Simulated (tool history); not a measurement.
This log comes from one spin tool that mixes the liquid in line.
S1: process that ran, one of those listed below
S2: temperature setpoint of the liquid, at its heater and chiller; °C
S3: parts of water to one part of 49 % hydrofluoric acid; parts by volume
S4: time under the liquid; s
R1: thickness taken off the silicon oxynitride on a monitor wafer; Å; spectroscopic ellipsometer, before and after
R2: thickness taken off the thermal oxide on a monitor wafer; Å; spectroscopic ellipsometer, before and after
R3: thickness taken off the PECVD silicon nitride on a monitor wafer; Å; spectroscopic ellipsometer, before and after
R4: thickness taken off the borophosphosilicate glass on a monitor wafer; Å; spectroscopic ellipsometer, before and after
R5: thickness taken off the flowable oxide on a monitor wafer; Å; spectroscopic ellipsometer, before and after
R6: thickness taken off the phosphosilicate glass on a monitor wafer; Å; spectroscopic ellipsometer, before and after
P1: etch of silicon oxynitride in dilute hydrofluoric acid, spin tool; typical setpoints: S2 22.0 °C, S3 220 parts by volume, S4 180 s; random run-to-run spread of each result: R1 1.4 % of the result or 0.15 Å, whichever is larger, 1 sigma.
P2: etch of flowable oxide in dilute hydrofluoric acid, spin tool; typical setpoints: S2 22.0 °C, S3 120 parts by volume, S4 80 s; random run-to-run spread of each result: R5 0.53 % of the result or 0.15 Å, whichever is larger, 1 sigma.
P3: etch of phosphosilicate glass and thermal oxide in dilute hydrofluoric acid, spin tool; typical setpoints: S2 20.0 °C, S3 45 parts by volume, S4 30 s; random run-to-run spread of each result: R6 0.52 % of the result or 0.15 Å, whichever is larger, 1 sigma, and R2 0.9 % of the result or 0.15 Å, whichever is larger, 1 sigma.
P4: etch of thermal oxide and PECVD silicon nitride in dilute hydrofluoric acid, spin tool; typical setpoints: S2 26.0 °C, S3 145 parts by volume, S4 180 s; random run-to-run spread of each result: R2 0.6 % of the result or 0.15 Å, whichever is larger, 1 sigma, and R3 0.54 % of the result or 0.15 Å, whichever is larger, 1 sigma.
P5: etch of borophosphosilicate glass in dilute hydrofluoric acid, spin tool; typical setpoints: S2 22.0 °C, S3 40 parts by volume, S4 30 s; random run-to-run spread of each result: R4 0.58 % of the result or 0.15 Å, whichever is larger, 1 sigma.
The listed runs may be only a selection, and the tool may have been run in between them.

| run | hour | S1 | S2 | S3 | S4 | R1 | R2 | R3 | R4 | R5 | R6 |
|---|---|---|---|---|---|---|---|---|---|---|---|
| 1 | 12.7 | P1 | 22.0 | 220 | 180 | 18.7320 |  |  |  |  |  |
| 2 | 18.5 | P4 | 26.0 | 145 | 285 |  | 92.937 | 126.350 |  |  |  |
| 3 | 30.1 | P5 | 22.0 | 40 | 60 |  |  |  | 672.58 |  |  |
| 4 | 41.9 | P5 | 22.0 | 40 | 30 |  |  |  | 341.17 |  |  |
| 5 | 48.3 | P2 | 22.0 | 65 | 80 |  |  |  |  | 344.65 |  |
| 6 | 61.5 | P1 | 22.0 | 220 | 180 | 19.2880 |  |  |  |  |  |
| 7 | 73.5 | P5 | 22.0 | 20 | 30 |  |  |  | 690.82 |  |  |
| 8 | 79.5 | P1 | 22.0 | 220 | 180 | 18.7520 |  |  |  |  |  |
| 9 | 87.9 | P1 | 22.0 | 220 | 305 | 32.2780 |  |  |  |  |  |
| 10 | 98.4 | P1 | 17.0 | 220 | 180 | 14.9130 |  |  |  |  |  |
| 11 | 104.6 | P5 | 30.0 | 40 | 30 |  |  |  | 467.59 |  |  |
| 12 | 110.5 | P1 | 22.0 | 385 | 180 | 9.5687 |  |  |  |  |  |
| 13 | 119.3 | P3 | 17.0 | 45 | 30 |  | 24.293 |  |  |  | 710.00 |
| 14 | 127.1 | P1 | 29.0 | 220 | 180 | 24.9360 |  |  |  |  |  |
| 15 | 138.1 | P3 | 20.0 | 45 | 30 |  | 27.137 |  |  |  | 817.46 |
| 16 | 148.7 | P4 | 26.0 | 200 | 180 |  | 39.822 | 57.832 |  |  |  |
| 17 | 161.1 | P3 | 20.0 | 45 | 15 |  | 13.715 |  |  |  | 402.23 |
| 18 | 173.1 | P1 | 22.0 | 100 | 180 | 43.6910 |  |  |  |  |  |
| 19 | 184.8 | P4 | 31.5 | 145 | 180 |  | 72.265 | 112.640 |  |  |  |
| 20 | 197.1 | P2 | 22.0 | 120 | 155 |  |  |  |  | 337.06 |  |
| 21 | 207.9 | P1 | 22.0 | 140 | 70 | 12.1540 |  |  |  |  |  |
| 22 | 219.0 | P2 | 22.0 | 120 | 80 |  |  |  |  | 174.97 |  |
| 23 | 231.8 | P1 | 22.0 | 220 | 180 | 18.5340 |  |  |  |  |  |
| 24 | 240.8 | P2 | 17.0 | 120 | 80 |  |  |  |  | 141.21 |  |
| 25 | 251.2 | P3 | 20.0 | 20 | 30 |  | 63.442 |  |  |  | 1892.60 |
| 26 | 261.6 | P4 | 26.0 | 145 | 180 |  | 58.995 | 79.980 |  |  |  |
| 27 | 271.3 | P2 | 22.0 | 120 | 80 |  |  |  |  | 173.73 |  |
| 28 | 284.5 | P1 | 22.0 | 220 | 180 | 18.7190 |  |  |  |  |  |
| 29 | 294.3 | P1 | 22.0 | 220 | 75 | 7.8341 |  |  |  |  |  |
| 30 | 300.2 | P1 | 18.5 | 220 | 265 | 23.4750 |  |  |  |  |  |
| 31 | 308.1 | P1 | 22.0 | 220 | 180 | 19.5080 |  |  |  |  |  |
| 32 | 315.5 | P1 | 22.0 | 220 | 180 | 19.8140 |  |  |  |  |  |

What does the tool deliver on the next run?
| 33 | 327.0 | P1 | 22.0 | 220 | 180 | ? |  |  |  |  |  |

R1: 20.2160 Å
